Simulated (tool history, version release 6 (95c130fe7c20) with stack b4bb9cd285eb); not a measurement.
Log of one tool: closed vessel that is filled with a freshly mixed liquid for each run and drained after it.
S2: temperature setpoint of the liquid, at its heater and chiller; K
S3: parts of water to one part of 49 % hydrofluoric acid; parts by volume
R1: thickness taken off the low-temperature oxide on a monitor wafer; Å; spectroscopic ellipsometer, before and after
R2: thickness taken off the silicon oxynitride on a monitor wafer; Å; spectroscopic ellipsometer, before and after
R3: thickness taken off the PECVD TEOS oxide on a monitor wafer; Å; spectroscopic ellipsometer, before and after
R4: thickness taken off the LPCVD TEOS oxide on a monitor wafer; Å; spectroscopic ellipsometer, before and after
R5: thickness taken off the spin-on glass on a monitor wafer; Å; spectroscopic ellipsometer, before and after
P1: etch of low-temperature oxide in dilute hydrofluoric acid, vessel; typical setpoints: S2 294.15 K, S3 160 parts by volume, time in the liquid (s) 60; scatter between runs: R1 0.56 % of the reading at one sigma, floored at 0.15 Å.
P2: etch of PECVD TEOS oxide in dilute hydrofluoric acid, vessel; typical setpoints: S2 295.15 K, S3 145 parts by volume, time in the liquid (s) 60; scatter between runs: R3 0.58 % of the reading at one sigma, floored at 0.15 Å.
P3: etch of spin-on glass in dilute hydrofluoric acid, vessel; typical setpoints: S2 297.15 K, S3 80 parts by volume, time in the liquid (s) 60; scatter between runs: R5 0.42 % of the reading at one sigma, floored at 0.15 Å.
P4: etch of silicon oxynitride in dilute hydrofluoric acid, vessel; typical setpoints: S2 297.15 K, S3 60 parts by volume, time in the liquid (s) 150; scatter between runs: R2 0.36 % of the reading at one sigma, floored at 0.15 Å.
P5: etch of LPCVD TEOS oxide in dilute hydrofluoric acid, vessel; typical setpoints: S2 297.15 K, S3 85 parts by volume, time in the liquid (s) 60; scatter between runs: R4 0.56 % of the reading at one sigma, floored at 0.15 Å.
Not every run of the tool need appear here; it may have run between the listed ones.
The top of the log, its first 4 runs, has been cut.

{"run": 5, "hour": 28.0, "process that ran": "P5", "S2": 297.15, "S3": 85, "time in the liquid (s)": 60, "R4": 343.94}
{"run": 6, "hour": 32.4, "process that ran": "P1", "S2": 290.15, "S3": 160, "time in the liquid (s)": 30, "R1": 29.857}
{"run": 7, "hour": 37.3, "process that ran": "P1", "S2": 294.15, "S3": 160, "time in the liquid (s)": 60, "R1": 70.639}
{"run": 8, "hour": 40.8, "process that ran": "P4", "S2": 297.15, "S3": 30, "time in the liquid (s)": 150, "R2": 256.27}
{"hour": 43.1, "done": "hydrofluoric acid flow meter replaced"}
{"run": 9, "hour": 45.1, "process that ran": "P3", "S2": 297.15, "S3": 80, "time in the liquid (s)": 95, "R5": 703.66}
{"run": 10, "hour": 51.4, "process that ran": "P5", "S2": 297.15, "S3": 85, "time in the liquid (s)": 30, "R4": 173.99}
{"run": 11, "hour": 54.7, "process that ran": "P1", "S2": 294.15, "S3": 160, "time in the liquid (s)": 60, "R1": 70.495}
{"run": 12, "hour": 60.4, "process that ran": "P1", "S2": 294.15, "S3": 160, "time in the liquid (s)": 30, "R1": 34.746}
{"run": 13, "hour": 65.1, "process that ran": "P1", "S2": 300.65, "S3": 160, "time in the liquid (s)": 100, "R1": 149.64}
{"run": 14, "hour": 71.3, "process that ran": "P5", "S2": 291.15, "S3": 85, "time in the liquid (s)": 60, "R4": 273.49}
{"run": 15, "hour": 76.3, "process that ran": "P3", "S2": 297.15, "S3": 80, "time in the liquid (s)": 60, "R5": 438.35}
{"run": 16, "hour": 80.3, "process that ran": "P1", "S2": 294.15, "S3": 160, "time in the liquid (s)": 100, "R1": 116.56}
{"run": 17, "hour": 85.4, "process that ran": "P4", "S2": 304.65, "S3": 60, "time in the liquid (s)": 150, "R2": 177.22}
{"hour": 89.2, "done": "thermometer replaced"}
{"run": 18, "hour": 90.5, "process that ran": "P2", "S2": 295.15, "S3": 145, "time in the liquid (s)": 60, "R3": 64.234}
{"run": 19, "hour": 93.7, "process that ran": "P1", "S2": 294.15, "S3": 160, "time in the liquid (s)": 60, "R1": 69.688}

Expected results for the next run?
{"run": 20, "hour": 98.0, "process that ran": "P2", "S2": 295.15, "S3": 145, "time in the liquid (s)": 100, "R3": "?"}

R3: 108.670 Å
